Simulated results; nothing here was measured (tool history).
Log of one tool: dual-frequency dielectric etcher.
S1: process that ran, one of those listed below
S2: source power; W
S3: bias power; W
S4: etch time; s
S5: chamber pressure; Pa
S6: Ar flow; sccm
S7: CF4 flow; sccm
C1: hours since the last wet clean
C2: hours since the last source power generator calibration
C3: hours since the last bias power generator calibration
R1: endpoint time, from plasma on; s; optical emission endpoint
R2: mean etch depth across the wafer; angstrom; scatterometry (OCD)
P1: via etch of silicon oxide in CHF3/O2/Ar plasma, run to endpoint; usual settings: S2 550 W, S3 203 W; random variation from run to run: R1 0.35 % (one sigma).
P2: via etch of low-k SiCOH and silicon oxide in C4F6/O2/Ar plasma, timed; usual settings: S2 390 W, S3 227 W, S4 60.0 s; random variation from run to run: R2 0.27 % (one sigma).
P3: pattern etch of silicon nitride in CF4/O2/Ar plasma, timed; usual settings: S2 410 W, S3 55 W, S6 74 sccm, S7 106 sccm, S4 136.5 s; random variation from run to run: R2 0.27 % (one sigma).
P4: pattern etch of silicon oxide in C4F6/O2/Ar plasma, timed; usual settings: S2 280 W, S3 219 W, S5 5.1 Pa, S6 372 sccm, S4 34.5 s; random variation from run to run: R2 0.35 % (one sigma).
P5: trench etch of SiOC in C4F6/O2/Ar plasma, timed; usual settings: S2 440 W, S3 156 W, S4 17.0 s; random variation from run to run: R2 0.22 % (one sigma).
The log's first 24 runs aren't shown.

| run | hour | S1 | S2 | S3 | S4 | S5 | S6 | S7 | C1 | C2 | C3 | R1 | R2 |
|---|---|---|---|---|---|---|---|---|---|---|---|---|---|
| 25 | 255.9 | P5 | 440 | 156 | 17.0 |  |  |  | 574.6 | 926.4 | 3474.6 |  | 357.19 |
| 26 | 264.0 | P1 | 420 | 203 |  |  |  |  | 582.7 | 934.5 | 3482.7 | 366.45 |  |
| 27 | 278.5 | P2 | 390 | 227 | 39.0 |  |  |  | 597.2 | 949.0 | 3497.2 |  | 1079.70 |
| 28 | 290.3 | P4 | 280 | 219 | 34.5 | 5.1 | 372 |  | 609.0 | 960.8 | 3509.0 |  | 970.36 |
| 29 | 301.6 | P4 | 280 | 176 | 34.5 | 5.1 | 372 |  | 620.3 | 972.1 | 3520.3 |  | 905.82 |
| 30 | 312.9 | P4 | 280 | 219 | 34.5 | 5.1 | 294 |  | 631.6 | 983.4 | 3531.6 |  | 991.22 |
| 31 | 320.0 | P1 | 550 | 203 |  |  |  |  | 638.7 | 990.5 | 3538.7 | 329.57 |  |
| 32 | 333.8 | P2 | 560 | 227 | 60.0 |  |  |  | 652.5 | 1004.3 | 3552.5 |  | 1912.60 |
| 33 | 348.3 | P5 | 440 | 219 | 17.0 |  |  |  | 667.0 | 1018.8 | 3567.0 |  | 398.46 |
| 34 | 359.3 | P1 | 550 | 203 |  |  |  |  | 678.0 | 1029.8 | 3578.0 | 331.28 |  |

The next listed run, before its measurement:
| 35 | 367.6 | P1 | 550 | 203 |  |  |  |  | 686.3 | 1038.1 | 3586.3 | ? |  |

R1: 334.63 s
